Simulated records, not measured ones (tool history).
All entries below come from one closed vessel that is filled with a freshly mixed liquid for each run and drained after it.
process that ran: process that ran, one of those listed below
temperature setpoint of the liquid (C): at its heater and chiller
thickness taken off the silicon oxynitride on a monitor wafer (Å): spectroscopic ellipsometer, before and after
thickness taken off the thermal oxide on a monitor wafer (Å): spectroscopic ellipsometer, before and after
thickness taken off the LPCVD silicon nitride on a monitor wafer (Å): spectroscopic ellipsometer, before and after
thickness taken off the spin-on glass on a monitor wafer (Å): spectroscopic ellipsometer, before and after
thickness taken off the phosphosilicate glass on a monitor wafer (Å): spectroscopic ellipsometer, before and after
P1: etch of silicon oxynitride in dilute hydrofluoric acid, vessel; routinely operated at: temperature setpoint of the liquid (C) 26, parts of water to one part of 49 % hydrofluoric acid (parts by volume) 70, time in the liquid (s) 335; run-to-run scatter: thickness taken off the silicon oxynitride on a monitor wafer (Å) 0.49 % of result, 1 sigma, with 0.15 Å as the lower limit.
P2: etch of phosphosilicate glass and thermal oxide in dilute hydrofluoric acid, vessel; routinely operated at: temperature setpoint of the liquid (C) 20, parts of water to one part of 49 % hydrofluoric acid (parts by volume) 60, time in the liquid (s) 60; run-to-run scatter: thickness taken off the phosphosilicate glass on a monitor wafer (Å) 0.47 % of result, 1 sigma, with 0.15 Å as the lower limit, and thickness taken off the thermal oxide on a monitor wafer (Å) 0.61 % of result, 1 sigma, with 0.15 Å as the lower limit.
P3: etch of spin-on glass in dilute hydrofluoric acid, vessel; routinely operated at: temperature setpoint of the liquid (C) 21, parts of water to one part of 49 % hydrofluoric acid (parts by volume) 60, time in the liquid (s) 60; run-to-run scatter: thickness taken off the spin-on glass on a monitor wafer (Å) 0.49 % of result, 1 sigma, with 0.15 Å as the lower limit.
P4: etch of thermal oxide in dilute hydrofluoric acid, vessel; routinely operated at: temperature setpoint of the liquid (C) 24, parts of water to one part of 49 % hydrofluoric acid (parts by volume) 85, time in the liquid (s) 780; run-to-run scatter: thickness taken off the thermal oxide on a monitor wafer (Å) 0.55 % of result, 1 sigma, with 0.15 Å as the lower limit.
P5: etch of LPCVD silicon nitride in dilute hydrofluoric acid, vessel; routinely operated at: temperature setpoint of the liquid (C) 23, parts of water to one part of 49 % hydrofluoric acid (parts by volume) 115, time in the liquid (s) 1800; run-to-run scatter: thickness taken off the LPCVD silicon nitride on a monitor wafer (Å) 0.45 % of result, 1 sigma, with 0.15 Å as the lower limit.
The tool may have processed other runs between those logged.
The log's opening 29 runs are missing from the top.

run    day  process that ran  temperature setpoint of the liquid (C)  parts of water to one part of 49 % hydrofluoric acid (parts by volume)  time in the liquid (s)  thickness taken off the silicon oxynitride on a monitor wafer (Å)  thickness taken off the thermal oxide on a monitor wafer (Å)  thickness taken off the LPCVD silicon nitride on a monitor wafer (Å)  thickness taken off the spin-on glass on a monitor wafer (Å)  thickness taken off the phosphosilicate glass on a monitor wafer (Å)
 30  4.879                P4                                      17                                                                      85                     780                                                                                                                           322.56
 31  5.088                P1                                      26                                                                      70                     335                                                             79.932
 32  5.225                P1                                      26                                                                      70                     335                                                               77.4
 33  5.388                P1                                      26                                                                      70                     335                                                             77.578
 34  5.579                P1                                      26                                                                      70                     335                                                             76.469
 35  5.788                P1                                      26                                                                      70                     335                                                             75.317
 36  5.958                P1                                      26                                                                      70                     335                                                             74.868
 37  6.104                P1                                      26                                                                      70                     335                                                             74.754

Run 38, settings as shown, results not yet in. Your forecast:
 38  6.338                P1                                      26                                                                      70                     335                                                                  ?

thickness taken off the silicon oxynitride on a monitor wafer (Å): 74.683
